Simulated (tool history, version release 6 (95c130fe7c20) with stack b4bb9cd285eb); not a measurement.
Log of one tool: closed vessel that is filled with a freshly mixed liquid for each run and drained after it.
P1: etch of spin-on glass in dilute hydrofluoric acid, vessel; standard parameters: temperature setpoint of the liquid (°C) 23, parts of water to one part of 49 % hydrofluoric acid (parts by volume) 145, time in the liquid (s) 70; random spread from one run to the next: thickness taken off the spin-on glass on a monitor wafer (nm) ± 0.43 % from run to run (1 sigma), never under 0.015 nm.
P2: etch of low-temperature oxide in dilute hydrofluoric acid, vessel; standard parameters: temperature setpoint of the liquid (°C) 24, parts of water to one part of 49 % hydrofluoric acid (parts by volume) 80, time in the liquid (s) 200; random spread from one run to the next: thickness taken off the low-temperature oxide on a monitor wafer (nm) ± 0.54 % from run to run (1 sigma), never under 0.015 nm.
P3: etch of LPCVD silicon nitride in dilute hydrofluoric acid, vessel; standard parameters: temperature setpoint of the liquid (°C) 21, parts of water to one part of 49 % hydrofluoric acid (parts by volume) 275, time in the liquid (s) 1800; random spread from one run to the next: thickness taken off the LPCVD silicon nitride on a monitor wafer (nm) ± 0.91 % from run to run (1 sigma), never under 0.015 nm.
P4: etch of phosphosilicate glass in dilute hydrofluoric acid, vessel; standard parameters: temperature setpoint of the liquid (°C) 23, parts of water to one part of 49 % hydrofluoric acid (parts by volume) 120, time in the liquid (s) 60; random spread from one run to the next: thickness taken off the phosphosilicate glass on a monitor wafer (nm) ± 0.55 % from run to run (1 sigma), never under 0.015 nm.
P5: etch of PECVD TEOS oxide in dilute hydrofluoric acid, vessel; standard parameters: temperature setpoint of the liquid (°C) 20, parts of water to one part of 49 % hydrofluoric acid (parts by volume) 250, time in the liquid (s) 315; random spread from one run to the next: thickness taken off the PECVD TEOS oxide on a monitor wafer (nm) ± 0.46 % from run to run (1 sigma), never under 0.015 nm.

| run | hour | process that ran | temperature setpoint of the liquid (°C) | parts of water to one part of 49 % hydrofluoric acid (parts by volume) | time in the liquid (s) | hours since the thermometer was replaced | hours since the hydrofluoric acid flow meter was replaced | thickness taken off the spin-on glass on a monitor wafer (nm) | thickness taken off the PECVD TEOS oxide on a monitor wafer (nm) | thickness taken off the LPCVD silicon nitride on a monitor wafer (nm) | thickness taken off the phosphosilicate glass on a monitor wafer (nm) | thickness taken off the low-temperature oxide on a monitor wafer (nm) |
|---|---|---|---|---|---|---|---|---|---|---|---|---|
| 1 | 5.5 | P1 | 23 | 145 | 70 | 967.9 | 357.6 | 8.9114 |  |  |  |  |
| 2 | 9.9 | P1 | 23 | 145 | 70 | 972.3 | 362 | 8.9351 |  |  |  |  |
| 3 | 13.7 | P5 | 17 | 250 | 315 | 976.1 | 365.8 |  | 19.357 |  |  |  |
| 4 | 18.3 | P3 | 21 | 275 | 2765 | 980.7 | 370.4 |  |  | 3.9797 |  |  |
| 5 | 24.1 | P3 | 21 | 275 | 1800 | 986.5 | 376.2 |  |  | 2.6056 |  |  |
| 6 | 28.3 | P4 | 23 | 120 | 60 | 990.7 | 380.4 |  |  |  | 65.095 |  |
| 7 | 31.3 | P1 | 23 | 145 | 115 | 993.7 | 383.4 | 14.794 |  |  |  |  |
| 8 | 34.4 | P1 | 28 | 145 | 70 | 996.8 | 386.5 | 10.847 |  |  |  |  |
| 9 | 40.1 | P1 | 23 | 145 | 70 | 1002.5 | 392.2 | 8.9959 |  |  |  |  |
| 10 | 45.5 | P1 | 23 | 75 | 70 | 1007.9 | 397.6 | 18.925 |  |  |  |  |
| 11 | 50.5 | P3 | 21 | 75 | 1800 | 1012.9 | 402.6 |  |  | 9.2903 |  |  |
| 12 | 56.7 | P5 | 20 | 250 | 315 | 1019.1 | 408.8 |  | 21.738 |  |  |  |
| 13 | 60.5 | P2 | 24 | 80 | 30 | 1022.9 | 412.6 |  |  |  |  | 6.1217 |
| 14 | 66.9 | P1 | 30.5 | 60 | 70 | 1029.3 | 419 | 32.261 |  |  |  |  |
| 15 | 70.3 | P1 | 18.5 | 145 | 70 | 1032.7 | 422.4 | 7.4531 |  |  |  |  |
| 16 | 73.4 | P1 | 23 | 145 | 70 | 1035.8 | 425.5 | 9.0125 |  |  |  |  |
| 17 | 76.9 | P3 | 17 | 275 | 1800 | 1039.3 | 429 |  |  | 2.0213 |  |  |
| 18 | 82.8 | P4 | 23 | 120 | 30 | 1045.2 | 434.9 |  |  |  | 32.138 |  |
| 19 | 88.3 | P2 | 24 | 20 | 200 | 1050.7 | 440.4 |  |  |  |  | 176.39 |
| 20 | 92.3 | P5 | 20 | 250 | 315 | 1054.7 | 444.4 |  | 21.683 |  |  |  |
| 21 | 98.3 | P4 | 23 | 65 | 60 | 1060.7 | 450.4 |  |  |  | 128.28 |  |
| 22 | 104.5 | P1 | 17 | 145 | 115 | 1066.9 | 456.6 | 11.574 |  |  |  |  |
| 23 | 107.4 | P4 | 23 | 120 | 60 | 1069.8 | 459.5 |  |  |  | 64.795 |  |
| 24 | 110.2 | P1 | 23 | 145 | 70 | 1072.6 | 462.3 | 8.9668 |  |  |  |  |
| 25 | 114.4 | P1 | 18 | 145 | 30 | 1076.8 | 466.5 | 3.1575 |  |  |  |  |
| 26 | 120.6 | P1 | 23 | 200 | 70 | 1083 | 472.7 | 6.0489 |  |  |  |  |
| 27 | 126.4 | P2 | 24 | 80 | 200 | 1088.8 | 478.5 |  |  |  |  | 40.779 |
| 28 | 129.7 | P5 | 20 | 145 | 315 | 1092.1 | 481.8 |  | 41.241 |  |  |  |
| 29 | 135.6 | P1 | 23 | 145 | 30 | 1098 | 487.7 | 3.8746 |  |  |  |  |
| 30 | 141.6 | P4 | 30 | 120 | 60 | 1104 | 493.7 |  |  |  | 84.992 |  |
| 31 | 147.5 | P2 | 31 | 80 | 200 | 1109.9 | 499.6 |  |  |  |  | 53.116 |
| 32 | 153.6 | P5 | 20 | 250 | 490 | 1116 | 505.7 |  | 33.94 |  |  |  |
| 33 | 158.2 | P1 | 23 | 145 | 70 | 1120.6 | 510.3 | 8.9375 |  |  |  |  |
| 34 | 164.2 | P1 | 23 | 145 | 70 | 1126.6 | 516.3 | 9.2482 |  |  |  |  |
| 35 | 168.2 | P1 | 23 | 145 | 70 | 1130.6 | 520.3 | 9.3314 |  |  |  |  |
| 36 | 172.5 | P1 | 23 | 145 | 70 | 1134.9 | 524.6 | 9.3953 |  |  |  |  |
| 37 | 178.8 | P1 | 23 | 145 | 70 | 1141.2 | 530.9 | 9.5873 |  |  |  |  |
| 38 | 181.8 | P1 | 23 | 145 | 70 | 1144.2 | 533.9 | 9.5291 |  |  |  |  |
| 39 | 188.2 | P1 | 23 | 145 | 70 | 1150.6 | 540.3 | 9.566 |  |  |  |  |
| 40 | 193.8 | P1 | 23 | 145 | 70 | 1156.2 | 545.9 | 9.66 |  |  |  |  |
| 41 | 199.3 | P1 | 23 | 145 | 70 | 1161.7 | 551.4 | 9.6815 |  |  |  |  |
| 42 | 204.5 | P1 | 23 | 145 | 70 | 1166.9 | 556.6 | 9.6038 |  |  |  |  |

P1 has crept away from where it was. The log is fitted equally well by each of these 2 causes, at the sizes shown:
A: liquid hotter than its thermometer reads (K) = 1.94
B: hydrofluoric acid flow above the setpoint (%) = 6.63
The drift started at roughly hour 158.2.

Which of the check runs below tells the causes apart, meaning the causes would give it clearly different results? Each run uses 2 wafers whose results are averaged, and each result is shown as a question mark.
| check 1 | 209.7 | P2 | 29 | 40 | 200 |  |  |  |  |  |  | ? |
| check 2 | 209.7 | P5 | 17 | 250 | 465 |  |  |  | ? |  |  |  |
| check 3 | 209.7 | P3 | 17 | 275 | 1800 |  |  |  |  | ? |  |  |
| check 4 | 209.7 | P4 | 23 | 120 | 35 |  |  |  |  |  | ? |  |

What every check run would give for each of its results, assuming each possible cause in turn:
| check | result | if A | if B |
|---|---|---|---|
| check 1 | thickness taken off the low-temperature oxide on a monitor wafer (nm) | 113.48 | 112.48 |
| check 2 | thickness taken off the PECVD TEOS oxide on a monitor wafer (nm) | 30.695 | 30.796 |
| check 3 | thickness taken off the LPCVD silicon nitride on a monitor wafer (nm) | 2.2905 | 2.1451 |
| check 4 | thickness taken off the phosphosilicate glass on a monitor wafer (nm) | 40.908 | 40.791 |
How far apart the two closest causes lie, in the result that separates them most: check 1 0.88 %; check 2 0.33 %; check 3 6.56 %; check 4 0.29 %
Only check 3 tells the causes apart: in the others they would give nearly the same result.

Running check 3 produced the following: thickness taken off the LPCVD silicon nitride on a monitor wafer (nm) 2.1544. Which one of the listed causes fits?

Of the candidate causes, it is B: hydrofluoric acid flow above the setpoint (%).
